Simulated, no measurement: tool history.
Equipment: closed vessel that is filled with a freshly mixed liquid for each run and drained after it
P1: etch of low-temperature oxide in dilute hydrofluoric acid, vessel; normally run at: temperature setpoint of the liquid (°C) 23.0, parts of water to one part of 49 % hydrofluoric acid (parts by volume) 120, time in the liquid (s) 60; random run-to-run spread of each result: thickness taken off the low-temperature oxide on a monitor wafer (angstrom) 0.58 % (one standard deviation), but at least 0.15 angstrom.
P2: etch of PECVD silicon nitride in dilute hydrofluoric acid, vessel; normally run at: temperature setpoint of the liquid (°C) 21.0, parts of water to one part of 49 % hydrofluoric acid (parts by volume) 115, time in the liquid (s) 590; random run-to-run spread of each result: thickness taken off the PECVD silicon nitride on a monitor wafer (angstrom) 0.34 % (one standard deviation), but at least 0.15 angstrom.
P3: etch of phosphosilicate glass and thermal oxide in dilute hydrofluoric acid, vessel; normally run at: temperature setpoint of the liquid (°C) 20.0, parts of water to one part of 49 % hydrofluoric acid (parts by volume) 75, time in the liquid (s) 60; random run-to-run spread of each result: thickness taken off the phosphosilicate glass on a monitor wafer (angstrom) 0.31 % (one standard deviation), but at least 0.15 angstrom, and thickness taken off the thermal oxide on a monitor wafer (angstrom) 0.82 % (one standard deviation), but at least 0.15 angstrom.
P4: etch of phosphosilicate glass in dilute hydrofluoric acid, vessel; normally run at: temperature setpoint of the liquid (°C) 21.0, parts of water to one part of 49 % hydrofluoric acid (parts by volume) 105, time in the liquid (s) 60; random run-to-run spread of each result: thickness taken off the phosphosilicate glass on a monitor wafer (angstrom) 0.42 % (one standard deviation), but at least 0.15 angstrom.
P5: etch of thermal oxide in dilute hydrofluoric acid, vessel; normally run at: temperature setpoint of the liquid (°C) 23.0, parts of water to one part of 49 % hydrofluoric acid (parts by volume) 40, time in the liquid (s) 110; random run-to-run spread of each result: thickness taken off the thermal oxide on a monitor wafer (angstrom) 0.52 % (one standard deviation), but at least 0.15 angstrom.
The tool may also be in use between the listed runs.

run	hour	process that ran	temperature setpoint of the liquid (°C)	parts of water to one part of 49 % hydrofluoric acid (parts by volume)	time in the liquid (s)	thickness taken off the low-temperature oxide on a monitor wafer (angstrom)	thickness taken off the phosphosilicate glass on a monitor wafer (angstrom)	thickness taken off the thermal oxide on a monitor wafer (angstrom)	thickness taken off the PECVD silicon nitride on a monitor wafer (angstrom)
1	8.9	P1	23.0	120	60	117.720			
2	26.6	P4	21.0	185	60		437.89		
3	38.8	P1	23.0	120	60	118.680			
4	54.5	P1	18.5	205	60	53.162			
5	65.5	P5	23.0	20	110			278.010	
6	79.1	P1	23.0	120	30	59.442			
7	97.0	P2	21.0	115	590				72.913
8	107.7	P3	20.0	140	60		342.04	16.258	
9	119.8	P2	17.0	115	590				54.943
10	131.2	P4	29.5	105	60		1158.60		
11	144.3	P5	31.0	40	110			187.870	
12	152.7	P1	23.0	120	60	117.910			
13	167.9	P1	23.0	60	60	252.970			
14	176.7	P1	23.0	120	60	118.290			
15	191.2	P5	23.0	40	110			134.330	
16	203.5	P1	23.0	120	60	116.950			
17	216.3	P3	27.5	75	60		922.33	43.776	
18	228.8	P1	23.0	120	60	118.200			
19	237.9	P1	17.0	120	60	93.029			
20	256.0	P2	21.0	115	590				72.710
21	271.8	P1	23.0	120	110	214.500			
22	280.3	P4	21.0	105	30		419.26		
23	288.3	P3	20.0	75	60		685.54	32.239	
24	306.1	P2	21.0	45	590				180.550
25	318.1	P5	23.0	40	210			259.420	
26	330.3	P1	30.5	120	60	157.030			
27	345.0	P4	21.0	105	60		834.70		
28	361.4	P3	20.0	75	30		342.58	15.733	
29	373.1	P1	23.0	210	60	60.917			
30	389.9	P4	21.0	105	60		841.77		
31	407.2	P5	23.0	40	110			135.410	
32	424.0	P2	21.0	115	105				12.981
33	441.4	P1	23.0	120	60	118.420			
34	455.1	P1	23.0	120	60	111.700			
35	468.1	P1	23.0	120	60	110.820			
36	478.7	P1	23.0	120	60	108.330			
37	492.8	P1	23.0	120	60	108.470			
38	509.8	P1	23.0	120	60	108.050			
39	519.1	P1	23.0	120	60	107.470			

P1 no longer gives what it gave before; its output has crept away from where it was. The following 2 causes, each at its listed size, fit the log equally well:
A: hydrofluoric acid flow below the setpoint (%) = 7.52
B: liquid colder than its thermometer reads (K) = 2.25
Creep in the process output first set in at about hour 441.4.

Below are 4 check runs, each averaged over 2 wafers, with their results shown as question marks. Which of them would give clearly different results depending on which cause is behind the drift?
check 1	528.4	P5	30.5	40	190			?	
check 2	528.4	P2	17.0	115	130				?
check 3	528.4	P4	27.5	105	35		?		
check 4	528.4	P3	27.5	75	30		?	?	

If the cause were each of the candidates in turn, the checks would give the following:
check	result	if A	if B
check 1	thickness taken off the thermal oxide on a monitor wafer (angstrom)	291.580	289.740
check 2	thickness taken off the PECVD silicon nitride on a monitor wafer (angstrom)	11.247	10.361
check 3	thickness taken off the phosphosilicate glass on a monitor wafer (angstrom)	576.58	578.04
check 4	thickness taken off the phosphosilicate glass on a monitor wafer (angstrom)	425.21	424.20
check 4	thickness taken off the thermal oxide on a monitor wafer (angstrom)	20.101	20.054
Smallest distance between any two causes, each pair judged by its most separating result, in per cent: check 1 0.63 %; check 2 8.2 %; check 3 0.25 %; check 4 0.24 %
Check 2 distinguishes between the causes, while the remaining checks would return nearly the same result for all of them.

With check 2 done, the readings were: thickness taken off the PECVD silicon nitride on a monitor wafer (angstrom) 10.455. Identify which of the listed causes applies.

The correct cause is B, namely: liquid colder than its thermometer reads (K).
